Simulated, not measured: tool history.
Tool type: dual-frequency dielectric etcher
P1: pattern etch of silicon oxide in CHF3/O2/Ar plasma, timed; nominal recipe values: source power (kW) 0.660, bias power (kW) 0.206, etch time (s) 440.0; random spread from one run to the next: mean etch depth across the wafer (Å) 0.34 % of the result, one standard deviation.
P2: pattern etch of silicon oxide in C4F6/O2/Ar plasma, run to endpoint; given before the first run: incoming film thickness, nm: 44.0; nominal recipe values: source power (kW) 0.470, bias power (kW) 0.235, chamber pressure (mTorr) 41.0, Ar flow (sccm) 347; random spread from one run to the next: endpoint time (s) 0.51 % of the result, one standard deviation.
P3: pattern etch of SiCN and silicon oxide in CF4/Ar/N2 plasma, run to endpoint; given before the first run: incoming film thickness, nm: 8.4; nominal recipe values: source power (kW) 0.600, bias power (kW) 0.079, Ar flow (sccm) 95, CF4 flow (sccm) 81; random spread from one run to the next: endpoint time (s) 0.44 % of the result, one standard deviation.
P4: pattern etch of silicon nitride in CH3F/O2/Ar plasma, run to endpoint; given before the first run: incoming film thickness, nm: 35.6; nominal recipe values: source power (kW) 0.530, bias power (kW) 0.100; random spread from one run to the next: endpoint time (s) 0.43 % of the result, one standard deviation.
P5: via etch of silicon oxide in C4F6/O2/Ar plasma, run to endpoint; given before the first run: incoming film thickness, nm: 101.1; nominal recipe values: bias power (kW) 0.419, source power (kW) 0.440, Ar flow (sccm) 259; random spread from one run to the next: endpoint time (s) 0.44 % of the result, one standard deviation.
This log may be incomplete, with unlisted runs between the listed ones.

run,hour,process that ran,source power (kW),bias power (kW),etch time (s),chamber pressure (mTorr),Ar flow (sccm),CF4 flow (sccm),hours since the last wet clean,hours since the last source power generator calibration,hours since the last bias power generator calibration,mean etch depth across the wafer (Å),endpoint time (s)
1,10.1,P1,0.660,0.206,440.0,,,,55.7,2123.2,1558.4,9269.7,
2,19.5,P1,0.660,0.161,338.0,,,,65.1,2132.6,1567.8,6547.6,
3,31.4,P2,0.470,0.235,,28.5,347,,77.0,2144.5,1579.7,,12.2070
4,38.6,P2,0.470,0.235,,41.0,347,,84.2,2151.7,1586.9,,12.6630
5,50.6,P1,0.660,0.206,440.0,,,,96.2,2163.7,1598.9,9293.0,
6,59.4,P5,0.440,0.419,,,259,,105.0,2172.5,1607.7,,22.9780
7,70.5,P1,0.910,0.206,312.0,,,,116.1,2183.6,1618.8,7436.9,
8,80.1,P3,0.600,0.108,,,95,81,125.7,2193.2,1628.4,,6.5588
9,89.5,P4,0.420,0.100,,,,,135.1,2202.6,1637.8,,45.3100
10,94.9,P3,0.780,0.079,,,95,81,140.5,2208.0,1643.2,,5.7764
11,105.1,P5,0.440,0.568,,,259,,150.7,2218.2,1653.4,,20.7020
12,113.6,P1,0.410,0.206,578.5,,,,159.2,2226.7,1661.9,10214.0,
13,119.3,P1,0.660,0.206,440.0,,,,164.9,2232.4,1667.6,9294.1,
14,127.0,P1,0.470,0.206,440.0,,,,172.6,2240.1,1675.3,8169.1,
15,138.6,P5,0.550,0.419,,,259,,184.2,2251.7,1686.9,,21.2920
16,144.4,P4,0.530,0.100,,,,,190.0,2257.5,1692.7,,41.6080
17,152.1,P5,0.440,0.419,,,150,,197.7,2265.2,1700.4,,21.7580
18,163.8,P4,0.530,0.125,,,,,209.4,2276.9,1712.1,,38.0440
19,172.0,P1,0.660,0.134,440.0,,,,217.6,2285.1,1720.3,8024.4,
20,183.4,P1,0.660,0.206,440.0,,,,229.0,2296.5,1731.7,9298.8,
21,190.3,P1,0.660,0.206,304.5,,,,235.9,2303.4,1738.6,6427.2,
22,202.1,P1,0.860,0.206,440.0,,,,247.7,2315.2,1750.4,10259.0,
23,214.1,P1,0.660,0.206,440.0,,,,259.7,2327.2,1762.4,9269.0,
24,226.2,P3,0.600,0.079,,,66,81,271.8,2339.3,1774.5,,6.9869
25,238.2,P1,0.660,0.206,440.0,,,,283.8,2351.3,1786.5,9252.6,
26,249.9,P2,0.470,0.174,,41.0,347,,295.5,2363.0,1798.2,,13.9270
27,259.5,P2,0.330,0.235,,41.0,347,,305.1,2372.6,1807.8,,14.4610
28,271.2,P2,0.470,0.235,,41.0,347,,316.8,2384.3,1819.5,,12.5680
29,278.7,P1,0.660,0.206,587.5,,,,324.3,2391.8,1827.0,12393.0,
30,285.0,P4,0.530,0.100,,,,,330.6,2398.1,1833.3,,41.2530
31,291.7,P3,0.600,0.079,,,95,98,337.3,2404.8,1840.0,,7.0632
32,300.9,P1,0.660,0.289,440.0,,,,346.5,2414.0,1849.2,10403.0,
33,306.6,P2,0.470,0.235,,41.0,213,,352.2,2419.7,1854.9,,12.0200
34,315.6,P3,0.600,0.079,,,95,81,361.2,2428.7,1863.9,,7.2971
35,323.6,P1,0.660,0.206,440.0,,,,369.2,2436.7,1871.9,9267.2,
36,333.6,P1,0.660,0.206,440.0,,,,379.2,2446.7,1881.9,9310.7,
37,342.8,P1,0.660,0.206,440.0,,,,388.4,2455.9,1891.1,9196.5,
38,348.8,P1,0.660,0.206,440.0,,,,394.4,2461.9,1897.1,9161.8,
39,358.0,P1,0.660,0.206,440.0,,,,403.6,2471.1,1906.3,9155.8,
40,369.0,P1,0.660,0.206,440.0,,,,414.6,2482.1,1917.3,9123.4,
41,377.3,P1,0.660,0.206,440.0,,,,422.9,2490.4,1925.6,9151.0,
42,384.3,P1,0.660,0.206,440.0,,,,429.9,2497.4,1932.6,9122.1,
# hour 386.6: wet clean of the chamber
43,395.6,P1,0.660,0.206,440.0,,,,9.0,2508.7,1943.9,9125.5,
44,402.8,P1,0.660,0.206,440.0,,,,16.2,2515.9,1951.1,9152.2,

What does the tool deliver on the next run?
45,408.6,P1,0.660,0.206,440.0,,,,22.0,2521.7,1956.9,?,

For run 45 the tool returned mean etch depth across the wafer (Å) 9156.9.

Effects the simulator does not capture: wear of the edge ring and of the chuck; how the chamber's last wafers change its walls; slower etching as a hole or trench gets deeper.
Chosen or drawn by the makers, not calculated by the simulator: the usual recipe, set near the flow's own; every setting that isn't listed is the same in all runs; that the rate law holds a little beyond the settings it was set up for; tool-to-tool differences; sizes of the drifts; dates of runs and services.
